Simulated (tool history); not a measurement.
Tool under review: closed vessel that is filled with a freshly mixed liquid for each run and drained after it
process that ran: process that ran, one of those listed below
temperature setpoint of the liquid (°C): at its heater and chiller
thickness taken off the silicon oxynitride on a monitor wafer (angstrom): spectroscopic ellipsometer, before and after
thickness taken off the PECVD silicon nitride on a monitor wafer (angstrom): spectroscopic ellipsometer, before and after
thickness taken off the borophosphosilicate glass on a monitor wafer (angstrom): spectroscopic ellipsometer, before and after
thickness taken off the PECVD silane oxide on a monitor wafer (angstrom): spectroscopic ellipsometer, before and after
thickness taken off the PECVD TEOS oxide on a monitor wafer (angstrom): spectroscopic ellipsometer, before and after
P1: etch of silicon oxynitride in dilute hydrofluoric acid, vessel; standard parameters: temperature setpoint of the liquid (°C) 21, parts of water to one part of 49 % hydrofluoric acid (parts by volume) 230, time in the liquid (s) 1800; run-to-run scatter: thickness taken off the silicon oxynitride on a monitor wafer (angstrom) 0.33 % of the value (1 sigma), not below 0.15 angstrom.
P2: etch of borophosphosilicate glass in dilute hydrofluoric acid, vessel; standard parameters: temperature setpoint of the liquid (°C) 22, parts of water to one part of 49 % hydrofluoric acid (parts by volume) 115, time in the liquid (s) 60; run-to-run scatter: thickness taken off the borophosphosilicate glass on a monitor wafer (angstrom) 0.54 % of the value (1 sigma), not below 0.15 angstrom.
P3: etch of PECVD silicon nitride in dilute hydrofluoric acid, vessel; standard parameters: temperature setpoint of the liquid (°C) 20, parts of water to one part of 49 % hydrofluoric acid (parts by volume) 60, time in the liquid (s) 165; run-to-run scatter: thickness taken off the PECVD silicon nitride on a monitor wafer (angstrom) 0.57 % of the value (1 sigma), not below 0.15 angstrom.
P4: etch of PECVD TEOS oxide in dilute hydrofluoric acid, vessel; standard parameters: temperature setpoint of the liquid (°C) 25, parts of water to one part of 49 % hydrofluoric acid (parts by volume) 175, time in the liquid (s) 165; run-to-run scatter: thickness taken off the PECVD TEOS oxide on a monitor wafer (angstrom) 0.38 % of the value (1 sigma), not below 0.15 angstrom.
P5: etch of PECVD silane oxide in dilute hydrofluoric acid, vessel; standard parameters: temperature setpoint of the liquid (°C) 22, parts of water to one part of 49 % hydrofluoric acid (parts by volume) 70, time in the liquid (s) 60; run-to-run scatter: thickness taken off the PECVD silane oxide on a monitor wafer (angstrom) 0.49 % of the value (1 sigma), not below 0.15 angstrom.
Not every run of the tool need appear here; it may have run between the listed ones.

run	hour	process that ran	temperature setpoint of the liquid (°C)	parts of water to one part of 49 % hydrofluoric acid (parts by volume)	time in the liquid (s)	hours since the thermometer was replaced	hours since the hydrofluoric acid flow meter was replaced	thickness taken off the silicon oxynitride on a monitor wafer (angstrom)	thickness taken off the PECVD silicon nitride on a monitor wafer (angstrom)	thickness taken off the borophosphosilicate glass on a monitor wafer (angstrom)	thickness taken off the PECVD silane oxide on a monitor wafer (angstrom)	thickness taken off the PECVD TEOS oxide on a monitor wafer (angstrom)
1	16	P1	21	230	1800	126	193	90.256				
2	33.1	P3	20	60	330	143.1	210.1		179.32			
3	50.3	P1	28.5	230	1800	160.3	227.3	124.94				
4	64.6	P1	21	80	2695	174.6	241.6	432.91				
5	72.4	P1	21	335	1800	182.4	249.4	57.63				
6	83.8	P2	22	20	60	193.8	260.8			1616.8		
7	93.4	P3	20	60	165	203.4	270.4		90.247			
8	102.9	P5	22	70	60	212.9	279.9				395.73	
9	118.7	P1	17	230	1800	228.7	295.7	74.42				
10	127.8	P1	21	230	1800	237.8	304.8	89.768				
11	142	P4	32.5	175	165	252	319					127.39
12	150.3	P1	21	230	3615	260.3	327.3	182				
13	163.9	P2	22	115	60	273.9	340.9			250.3		
14	174.9	P2	17	115	60	284.9	351.9			203.5		
15	184.3	P1	21	230	1800	294.3	361.3	89.812				
16	200.1	P4	25	70	165	310.1	377.1					275.12
17	216.6	P5	22	70	30	326.6	393.6				199.3	
18	229.1	P1	21	65	1800	339.1	406.1	357.88				
19	243.3	P4	25	175	165	353.3	420.3					96.885
20	256.4	P2	22	115	60	366.4	433.4			249.37		
21	269.3	P4	25	175	295	379.3	446.3					172.75
22	279.6	P4	25	175	165	389.6	456.6					96.809
23	293.9	P1	21	230	1800	403.9	470.9	90.635				
24	303.3	P1	21	230	1800	413.3	480.3	90.098				
25	318.1	P5	17	70	60	428.1	495.1				320.75	
26	327	P1	21	230	1800	437	504	90.683				
27	336.7	P3	20	20	165	446.7	513.7		259.75			
28	348.4	P1	21	230	210	458.4	525.4	10.562				
29	364.9	P5	22	70	60	474.9	541.9				395.29	
30	374.5	P2	22	115	115	484.5	551.5			476.11		
31	387.1	P3	17	60	165	497.1	564.1		72.936			
32	401.4	P5	22	20	60	511.4	578.4				1484.1	
33	410.2	P1	21	230	1800	520.2	587.2	90.637				
34	421.1	P1	21	230	1800	531.1	598.1	86.518				
35	436.8	P1	21	230	1800	546.8	613.8	83.708				
36	449.2	P1	21	230	1800	559.2	626.2	82.73				
37	458.6	P1	21	230	1800	568.6	635.6	81.758				
38	471.9	P1	21	230	1800	581.9	648.9	81.73				
39	486.4	P1	21	230	1800	596.4	663.4	81.797				

What P1 gives has crept away from where it was. These 2 causes fit the log equally well, each at the size given:
A: liquid colder than its thermometer reads (K) = 2.15
B: hydrofluoric acid flow below the setpoint (%) = 8.14
Creep in the process output first set in at about hour 410.2.

The check runs listed below each take one wafer, and their results are still question marks. Under which run would the listed causes lead to clearly different results?
check 1	500.9	P4	25	90	230							?
check 2	500.9	P2	22	40	60					?		
check 3	500.9	P5	22	30	30						?	
check 4	500.9	P3	20	20	325				?			

Expected result of each check under each candidate cause:
check	result	if A	if B
check 1	thickness taken off the PECVD TEOS oxide on a monitor wafer (angstrom)	267.37	264.92
check 2	thickness taken off the borophosphosilicate glass on a monitor wafer (angstrom)	713.27	714.72
check 3	thickness taken off the PECVD silane oxide on a monitor wafer (angstrom)	443.78	445.41
check 4	thickness taken off the PECVD silicon nitride on a monitor wafer (angstrom)	440.2	473.11
Smallest distance between any two causes, each pair judged by its most separating result, in per cent: check 1 0.92 %; check 2 0.2 %; check 3 0.37 %; check 4 7.21 %
Only check 4 tells the causes apart: in the others they would give nearly the same result.

Running check 4 produced the following: thickness taken off the PECVD silicon nitride on a monitor wafer (angstrom) 471.69. Which one of the listed causes fits?

The cause is B: hydrofluoric acid flow below the setpoint (%).
